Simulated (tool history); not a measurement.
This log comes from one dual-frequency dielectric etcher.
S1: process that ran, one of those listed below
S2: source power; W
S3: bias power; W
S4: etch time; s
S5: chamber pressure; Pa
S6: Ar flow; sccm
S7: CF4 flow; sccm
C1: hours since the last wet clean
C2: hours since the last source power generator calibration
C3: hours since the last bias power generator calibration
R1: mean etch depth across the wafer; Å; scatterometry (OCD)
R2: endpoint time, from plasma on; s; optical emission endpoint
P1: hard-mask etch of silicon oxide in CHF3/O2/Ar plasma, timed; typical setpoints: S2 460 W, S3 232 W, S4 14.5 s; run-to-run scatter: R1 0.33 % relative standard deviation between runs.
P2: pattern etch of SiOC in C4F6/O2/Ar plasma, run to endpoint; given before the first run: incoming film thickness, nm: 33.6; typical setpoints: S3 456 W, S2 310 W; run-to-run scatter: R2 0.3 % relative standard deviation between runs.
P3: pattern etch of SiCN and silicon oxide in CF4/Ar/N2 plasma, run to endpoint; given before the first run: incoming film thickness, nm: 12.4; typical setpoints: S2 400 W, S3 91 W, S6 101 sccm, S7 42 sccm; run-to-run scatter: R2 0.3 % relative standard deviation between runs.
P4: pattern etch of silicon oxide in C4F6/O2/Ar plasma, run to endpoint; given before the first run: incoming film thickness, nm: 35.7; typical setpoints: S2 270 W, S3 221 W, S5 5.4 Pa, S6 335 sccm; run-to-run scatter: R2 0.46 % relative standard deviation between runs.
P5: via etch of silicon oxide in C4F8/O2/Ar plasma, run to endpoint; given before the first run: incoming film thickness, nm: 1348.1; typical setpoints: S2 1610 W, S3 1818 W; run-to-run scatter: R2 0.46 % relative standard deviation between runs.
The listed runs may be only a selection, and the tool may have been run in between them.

run,hour,S1,S2,S3,S4,S5,S6,S7,C1,C2,C3,R1,R2
1,8.5,P1,460,232,14.5,,,,423.2,3322.3,1608.2,278.33,
2,15.1,P2,310,279,,,,,429.8,3328.9,1614.8,,15.11
3,22.9,P2,180,456,,,,,437.6,3336.7,1622.6,,15.58
4,28.6,P4,270,269,,5.4,335,,443.3,3342.4,1628.3,,11.74
5,37.9,P1,460,303,14.5,,,,452.6,3351.7,1637.6,304.09,
6,45.3,P1,460,232,14.5,,,,460,3359.1,1645,277.31,
# hour 46: bias power generator calibrated
7,53.2,P5,1610,1238,,,,,467.9,3367,7.2,,331.74
8,59.6,P4,360,221,,5.4,335,,474.3,3373.4,13.6,,11.298
9,64.9,P3,400,91,,,101,42,479.6,3378.7,18.9,,15.844
10,74.8,P3,400,91,,,101,42,489.5,3388.6,28.8,,15.836
11,79.4,P1,360,232,14.5,,,,494.1,3393.2,33.4,252.98,
12,84.1,P5,1610,1818,,,,,498.8,3397.9,38.1,,298.69
13,93.5,P1,380,232,11.5,,,,508.2,3407.3,47.5,203.44,
14,100.3,P1,460,232,14.5,,,,515,3414.1,54.3,276.13,
15,108.3,P5,1610,1818,,,,,523,3422.1,62.3,,301.32
16,114.3,P1,460,138,14.5,,,,529,3428.1,68.3,231.28,
17,118.7,P2,310,456,,,,,533.4,3432.5,72.7,,12.559
18,127.8,P2,310,456,,,,,542.5,3441.6,81.8,,12.609
19,135.1,P1,460,232,14.5,,,,549.8,3448.9,89.1,276.41,
20,144.8,P4,270,221,,5.4,335,,559.5,3458.6,98.8,,12.514
21,152.8,P3,400,91,,,101,25,567.5,3466.6,106.8,,17.129
22,160.5,P3,400,91,,,65,42,575.2,3474.3,114.5,,14.869
23,169.8,P1,460,312,9,,,,584.5,3483.6,123.8,192.37,
24,174.5,P1,460,232,8,,,,589.2,3488.3,128.5,152.19,
25,180.3,P4,270,221,,5.4,465,,595,3494.1,134.3,,13.084
26,186.3,P5,1030,1818,,,,,601,3500.1,140.3,,354.8
27,191.2,P4,270,221,,3.6,335,,605.9,3505,145.2,,12.034
28,197.8,P1,290,295,14.5,,,,612.5,3511.6,151.8,253.75,
29,203.4,P3,290,91,,,101,42,618.1,3517.2,157.4,,20.882
30,208.9,P1,460,232,14.5,,,,623.6,3522.7,162.9,278.27,
31,217.6,P1,560,232,14.5,,,,632.3,3531.4,171.6,298.61,
32,225.9,P1,460,232,18,,,,640.6,3539.7,179.9,345.04,
33,231.3,P3,400,65,,,101,42,646,3545.1,185.3,,17.924
34,240.9,P1,460,232,14.5,,,,655.6,3554.7,194.9,277.97,
35,250,P1,460,232,14.5,,,,664.7,3563.8,204,275.22,
36,258.2,P1,460,232,14.5,,,,672.9,3572,212.2,275.3,
# hour 266.6: wet clean of the chamber
37,268.2,P1,460,232,14.5,,,,1.7,3582,222.2,271.54,
38,274.6,P1,460,232,14.5,,,,8.1,3588.4,228.6,271.44,
39,282.3,P1,460,232,14.5,,,,15.8,3596.1,236.3,273.02,
40,288.4,P1,460,232,14.5,,,,21.9,3602.2,242.4,271.79,
41,296.9,P1,460,232,14.5,,,,30.4,3610.7,250.9,271.41,
42,304.6,P1,460,232,14.5,,,,38.1,3618.4,258.6,272.7,

The log shows P1 creeping away from where it was. Any of the 2 causes listed here, at the size stated for it, fits the log just as well as the others:
A: bias power that arrives under what is set, % = 4.73
B: source power that arrives under what is set, % = 4.51
At approximately hour 240.9, the process output began to creep.
The rest of the possible causes, and what rules out each one:
chamber walls in a state that lowers the etch rate, %: serviced at hour 266.6, after the change had begun; the process did not return to its earlier output

Which of the 4 check runs listed below separates the causes, so that each cause would produce a clearly different result? Each run uses one wafer, and its results are marked with question marks.
check 1,312.3,P4,350,221,,5.4,455,,,,,,?
check 2,312.3,P2,310,288,,,,,,,,,?
check 3,312.3,P3,400,91,,,78,42,,,,,?
check 4,312.3,P5,1080,1408,,,,,,,,,?

How each check would come out, cause by cause:
check,result,if A,if B
check 1,R2,12.008,12.028
check 2,R2,15.179,15.19
check 3,R2,15.51,15.86
check 4,R2,382.71,384.71
Per-check spread between the two closest causes, in the result where they differ most: check 1 0.17 %; check 2 0.07 %; check 3 2.24 %; check 4 0.52 %
Only in check 3 would the causes give clearly different results; in the remaining checks their results would be nearly the same.

Check 3 was then run and gave: R2 15.497 s. Which cause is it?

Of the candidate causes, it is A: bias power that arrives under what is set, %.
